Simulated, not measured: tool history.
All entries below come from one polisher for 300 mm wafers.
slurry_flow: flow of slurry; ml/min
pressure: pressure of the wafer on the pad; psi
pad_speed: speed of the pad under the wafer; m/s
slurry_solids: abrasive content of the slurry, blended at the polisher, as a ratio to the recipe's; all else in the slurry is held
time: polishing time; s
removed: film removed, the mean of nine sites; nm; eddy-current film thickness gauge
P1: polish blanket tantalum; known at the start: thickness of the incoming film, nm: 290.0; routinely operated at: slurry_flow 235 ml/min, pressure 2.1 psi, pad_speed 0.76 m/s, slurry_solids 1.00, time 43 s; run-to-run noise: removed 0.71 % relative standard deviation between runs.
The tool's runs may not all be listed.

run,hour,slurry_flow,pressure,pad_speed,slurry_solids,time,removed
1,13.9,235,2.1,0.76,1.00,43,63.810
2,24.1,235,2.1,0.34,1.00,43,28.335
3,32.5,235,2.1,0.76,1.00,43,63.357
4,43.0,315,3.1,0.76,1.00,43,97.294
5,50.3,330,2.1,0.76,1.00,43,65.886
6,65.1,235,2.1,0.76,1.00,43,62.993
7,75.9,235,2.1,0.76,1.40,43,69.273
8,83.4,235,3.2,0.76,0.65,43,83.335
9,92.9,235,1.0,0.76,1.00,43,30.226
10,103.6,235,2.1,0.76,1.00,43,64.012
11,111.8,235,2.1,0.76,1.00,27,39.853
12,121.8,235,2.1,1.12,1.00,43,92.603
13,129.5,235,2.1,0.76,1.00,43,63.225
14,144.5,235,2.1,0.76,1.00,61,90.223
15,159.5,235,2.1,0.76,1.00,43,63.425
16,171.5,140,2.1,0.76,1.00,43,58.714
17,182.7,235,2.1,0.76,0.55,43,51.674
18,194.8,160,1.1,0.76,1.00,43,31.534
19,207.2,235,3.0,0.76,1.00,43,89.949
20,215.2,235,2.1,0.76,1.00,43,63.163
21,222.2,235,2.1,0.76,1.00,43,61.002
22,230.5,235,2.1,0.76,1.00,43,59.671
23,237.9,235,2.1,0.76,1.00,43,58.771
# hour 252.0: slurry nozzle cleaned
24,253.0,235,2.1,0.76,1.00,43,57.731
25,265.1,235,2.1,0.76,1.00,43,56.499
26,278.6,235,2.1,0.76,1.00,43,56.670
# hour 281.7: worn pad replaced by a new one
27,285.3,235,2.1,0.76,1.00,43,56.503
28,292.7,235,2.1,0.76,1.00,43,56.432
29,304.1,235,2.1,0.76,1.00,43,57.603

Compared with where it was, what P1 gives has crept away. Each cause listed below fits the log as well as the rest, at the size given for it:
A: abrasive missing from the slurry, % = 29.5
B: head's pressure below its setpoint, % = 10.7
Onset of the creep was near hour 215.2.
What rules out each remaining cause:
removal rate lost through wear of the pad, %: serviced after onset, at hour 281.7, with no recovery of the prior output
slurry flow missing at the pad, %: serviced after onset, at hour 252.0, with no recovery of the prior output

Of the 4 check runs below, each run on 2 wafers with the results averaged and each result still a question mark, which one would tell the listed causes apart?
check 1,315.5,235,1.6,0.76,1.00,43,?
check 2,315.5,330,2.1,0.76,1.00,43,?
check 3,315.5,235,2.5,0.46,1.00,43,?
check 4,315.5,235,2.1,0.76,0.60,43,?

How each check would come out, cause by cause:
check,result,if A,if B
check 1,removed,43.147,43.137
check 2,removed,58.518,58.504
check 3,removed,40.805,40.795
check 4,removed,45.621,47.558
Smallest distance between any two causes, each pair judged by its most separating result, in per cent: check 1 0.02 %; check 2 0.02 %; check 3 0.02 %; check 4 4.16 %
Of the check runs offered, only check 4 discriminates between the causes; the rest would read about the same regardless of which cause applies.

Here is what check 4 returned: removed 47.549 nm. Which cause is it?

B is the cause: head's pressure below its setpoint, %.

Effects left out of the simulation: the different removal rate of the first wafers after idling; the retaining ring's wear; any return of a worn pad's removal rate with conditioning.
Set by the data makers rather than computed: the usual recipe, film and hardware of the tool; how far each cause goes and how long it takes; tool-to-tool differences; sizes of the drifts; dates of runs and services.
